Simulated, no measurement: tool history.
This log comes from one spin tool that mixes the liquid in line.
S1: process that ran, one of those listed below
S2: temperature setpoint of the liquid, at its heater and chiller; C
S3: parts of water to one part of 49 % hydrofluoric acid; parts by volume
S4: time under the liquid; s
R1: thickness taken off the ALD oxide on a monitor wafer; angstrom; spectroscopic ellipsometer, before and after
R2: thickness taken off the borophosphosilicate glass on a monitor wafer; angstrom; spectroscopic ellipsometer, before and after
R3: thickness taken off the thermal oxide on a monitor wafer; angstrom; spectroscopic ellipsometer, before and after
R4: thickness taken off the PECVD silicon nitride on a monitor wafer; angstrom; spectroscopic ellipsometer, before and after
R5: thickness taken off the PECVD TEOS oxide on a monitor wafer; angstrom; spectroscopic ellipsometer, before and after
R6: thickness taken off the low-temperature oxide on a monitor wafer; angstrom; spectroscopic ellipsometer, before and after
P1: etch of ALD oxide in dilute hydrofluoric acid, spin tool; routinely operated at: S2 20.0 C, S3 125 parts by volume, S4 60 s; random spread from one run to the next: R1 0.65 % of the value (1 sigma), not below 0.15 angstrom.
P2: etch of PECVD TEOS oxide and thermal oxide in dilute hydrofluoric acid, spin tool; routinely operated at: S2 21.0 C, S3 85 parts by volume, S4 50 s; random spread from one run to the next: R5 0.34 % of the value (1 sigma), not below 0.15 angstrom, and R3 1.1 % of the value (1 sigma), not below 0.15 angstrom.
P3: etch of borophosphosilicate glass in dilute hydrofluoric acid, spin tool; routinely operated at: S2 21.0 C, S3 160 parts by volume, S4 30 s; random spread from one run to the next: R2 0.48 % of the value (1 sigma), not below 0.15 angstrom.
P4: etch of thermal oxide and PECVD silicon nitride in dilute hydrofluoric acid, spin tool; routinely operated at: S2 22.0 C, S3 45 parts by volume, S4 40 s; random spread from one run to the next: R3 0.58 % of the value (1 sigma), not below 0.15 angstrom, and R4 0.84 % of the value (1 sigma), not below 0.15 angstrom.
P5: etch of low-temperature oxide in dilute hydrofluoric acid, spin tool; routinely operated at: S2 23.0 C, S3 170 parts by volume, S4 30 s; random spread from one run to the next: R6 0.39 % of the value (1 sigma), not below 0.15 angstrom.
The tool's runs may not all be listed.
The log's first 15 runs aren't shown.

run	day	S1	S2	S3	S4	R1	R2	R3	R4	R5	R6
16	7.054	P2	21.0	85	25			11.612		55.429	
17	7.600	P3	25.0	160	30		102.550				
18	7.929	P1	20.0	125	115	81.373					
19	8.262	P4	22.0	45	40			40.440	29.216		
20	8.712	P1	25.5	125	95	82.583					
21	9.033	P4	22.0	65	40			27.383	20.673		
22	9.467	P2	17.0	85	50			20.804		93.035	
23	9.838	P3	21.0	160	30		87.629				
24	10.204	P5	23.0	170	30						54.333
25	10.500	P5	19.0	170	30						46.516
26	11.138	P1	20.0	125	60	41.627					
27	11.692	P5	23.0	170	15						26.838
28	12.154	P5	23.0	170	30						54.285
29	12.667	P5	23.0	310	30						25.975
30	13.296	P4	22.0	45	15			15.441	10.963		
31	13.712	P2	21.0	85	50			24.179		110.230	
32	14.096	P2	21.0	125	50			15.202		71.586	
33	14.525	P3	21.0	160	30		88.044				
34	15.158	P1	20.0	125	60	42.013					
35	15.654	P1	20.0	125	60	43.906					
36	16.221	P1	20.0	125	60	44.967					
37	16.696	P1	20.0	125	60	45.463					
38	17.150	P1	20.0	125	60	45.786					

Forecast run 39:
39	17.704	P1	20.0	125	60	?					

Run 39 came out at R1 46.012 angstrom.
